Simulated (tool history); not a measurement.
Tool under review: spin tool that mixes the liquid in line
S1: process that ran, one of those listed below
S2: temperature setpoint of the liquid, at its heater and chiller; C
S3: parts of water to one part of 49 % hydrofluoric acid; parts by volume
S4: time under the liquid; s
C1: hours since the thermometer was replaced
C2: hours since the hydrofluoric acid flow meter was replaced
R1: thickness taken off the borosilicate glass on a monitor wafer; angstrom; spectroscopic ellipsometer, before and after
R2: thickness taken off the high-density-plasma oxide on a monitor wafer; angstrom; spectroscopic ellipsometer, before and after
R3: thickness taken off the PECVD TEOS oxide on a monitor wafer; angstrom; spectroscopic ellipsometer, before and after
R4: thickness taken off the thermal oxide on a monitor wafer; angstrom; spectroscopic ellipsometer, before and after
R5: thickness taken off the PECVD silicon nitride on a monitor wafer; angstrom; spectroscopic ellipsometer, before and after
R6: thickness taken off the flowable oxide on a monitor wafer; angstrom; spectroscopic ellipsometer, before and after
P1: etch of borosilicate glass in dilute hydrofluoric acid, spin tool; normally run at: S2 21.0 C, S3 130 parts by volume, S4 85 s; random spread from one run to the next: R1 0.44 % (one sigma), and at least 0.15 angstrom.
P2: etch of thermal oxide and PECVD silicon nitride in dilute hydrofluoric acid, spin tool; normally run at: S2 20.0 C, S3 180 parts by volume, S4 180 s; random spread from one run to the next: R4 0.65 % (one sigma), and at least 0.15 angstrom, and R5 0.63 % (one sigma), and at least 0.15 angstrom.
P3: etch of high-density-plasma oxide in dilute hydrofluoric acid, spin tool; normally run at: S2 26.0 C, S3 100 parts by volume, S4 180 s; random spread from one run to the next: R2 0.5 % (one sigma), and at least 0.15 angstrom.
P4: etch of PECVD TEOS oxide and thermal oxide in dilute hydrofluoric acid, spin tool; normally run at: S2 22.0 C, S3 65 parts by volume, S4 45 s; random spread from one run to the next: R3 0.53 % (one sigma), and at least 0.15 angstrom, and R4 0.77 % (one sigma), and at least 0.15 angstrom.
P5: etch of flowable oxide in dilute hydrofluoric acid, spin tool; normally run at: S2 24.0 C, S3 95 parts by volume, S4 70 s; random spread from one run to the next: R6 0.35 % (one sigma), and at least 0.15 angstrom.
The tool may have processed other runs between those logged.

run	hour	S1	S2	S3	S4	C1	C2	R1	R2	R3	R4	R5	R6
1	7.9	P1	21.0	130	85	659.8	450.3	218.340					
2	16.0	P3	18.5	100	180	667.9	458.4		108.490				
3	22.0	P4	22.0	65	45	673.9	464.4			134.060	30.348		
4	26.9	P2	20.0	180	180	678.8	469.3				38.402	43.823	
5	32.7	P1	21.0	130	20	684.6	475.1	51.502					
6	39.1	P1	21.0	130	160	691.0	481.5	412.620					
7	47.4	P1	21.0	210	85	699.3	489.8	124.000					
8	53.3	P2	20.0	305	180	705.2	495.7				20.095	26.675	
9	58.5	P2	20.0	180	365	710.4	500.9				77.693	89.967	
10	62.7	P4	22.0	65	20	714.6	505.1			58.967	13.555		
11	67.8	P1	17.0	130	85	719.7	510.2	185.500					
12	74.3	P1	21.0	130	85	726.2	516.7	218.830					
13	79.3	P2	17.0	180	180	731.2	521.7				34.486	36.062	
14	88.1	P1	21.0	130	85	740.0	530.5	217.810					
# hour 89.4: thermometer replaced
15	96.2	P5	24.0	95	15	6.9	538.6						61.612
16	103.9	P2	20.0	180	180	14.6	546.3				38.410	43.519	
17	109.0	P1	17.0	130	15	19.7	551.4	32.423					
18	115.7	P5	17.0	95	70	26.4	558.1						215.590
19	123.2	P1	21.0	130	85	33.9	565.6	219.410					
20	130.7	P4	30.0	65	45	41.4	573.1			182.450	41.730		
21	138.6	P3	26.0	100	85	49.3	581.0		69.019				
22	145.3	P3	26.0	100	180	56.0	587.7		145.980				
23	149.9	P3	26.0	175	180	60.6	592.3		76.184				
24	157.1	P5	24.0	95	70	67.8	599.5						288.470
25	165.4	P3	26.0	100	180	76.1	607.8		145.250				
26	172.9	P4	22.0	20	45	83.6	615.3			457.170	104.220		
27	178.5	P1	21.0	130	85	89.2	620.9	219.570					
28	183.9	P1	21.0	130	85	94.6	626.3	220.360					
29	188.2	P1	21.0	70	85	98.9	630.6	436.710					
30	194.3	P5	24.0	155	70	105.0	636.7						165.350
31	199.3	P1	25.0	130	85	110.0	641.7	255.250					
32	208.3	P1	21.0	130	85	119.0	650.7	217.880					
33	214.4	P1	21.0	130	85	125.1	656.8	217.590					
34	222.3	P1	21.0	130	85	133.0	664.7	227.160					
35	227.5	P1	21.0	130	85	138.2	669.9	231.430					
36	233.6	P1	21.0	130	85	144.3	676.0	234.880					
37	239.5	P1	21.0	130	85	150.2	681.9	236.490					
38	246.9	P1	21.0	130	85	157.6	689.3	237.440					
39	254.4	P1	21.0	130	85	165.1	696.8	239.770					
40	261.3	P1	21.0	130	85	172.0	703.7	239.350					
41	269.6	P1	21.0	130	85	180.3	712.0	239.010					

What P1 gives has crept off from where it sat before. The 2 causes that follow fit the log equally well, each at the size noted:
A: liquid hotter than its thermometer reads (K) = 2.29
B: hydrofluoric acid flow above the setpoint (%) = 8.24
The gradual shift began around hour 214.4.

4 check runs are offered, one wafer each, their results left as question marks. Which one tells the causes apart?
check 1	277.9	P5	20.0	95	70								?
check 2	277.9	P2	20.0	270	320						?	?	
check 3	277.9	P3	20.0	100	85				?				
check 4	277.9	P4	29.5	65	20					?	?		

If the cause were each of the candidates in turn, the checks would give the following:
check	result	if A	if B
check 1	R6	269.590	267.960
check 2	R4	45.690	46.351
check 2	R5	60.978	56.938
check 3	R2	59.440	59.120
check 4	R3	87.307	87.172
check 4	R4	19.911	19.881
Separation of the two closest causes in each check, using whichever result separates them best: check 1 0.61 %; check 2 6.85 %; check 3 0.54 %; check 4 0.15 %
Only check 2 tells the causes apart: in the others they would give nearly the same result.

The results of check 2 are: R4 46.331 angstrom; R5 56.577 angstrom. Based on these, which of the listed causes is it?

Of the candidate causes, it is B: hydrofluoric acid flow above the setpoint (%).
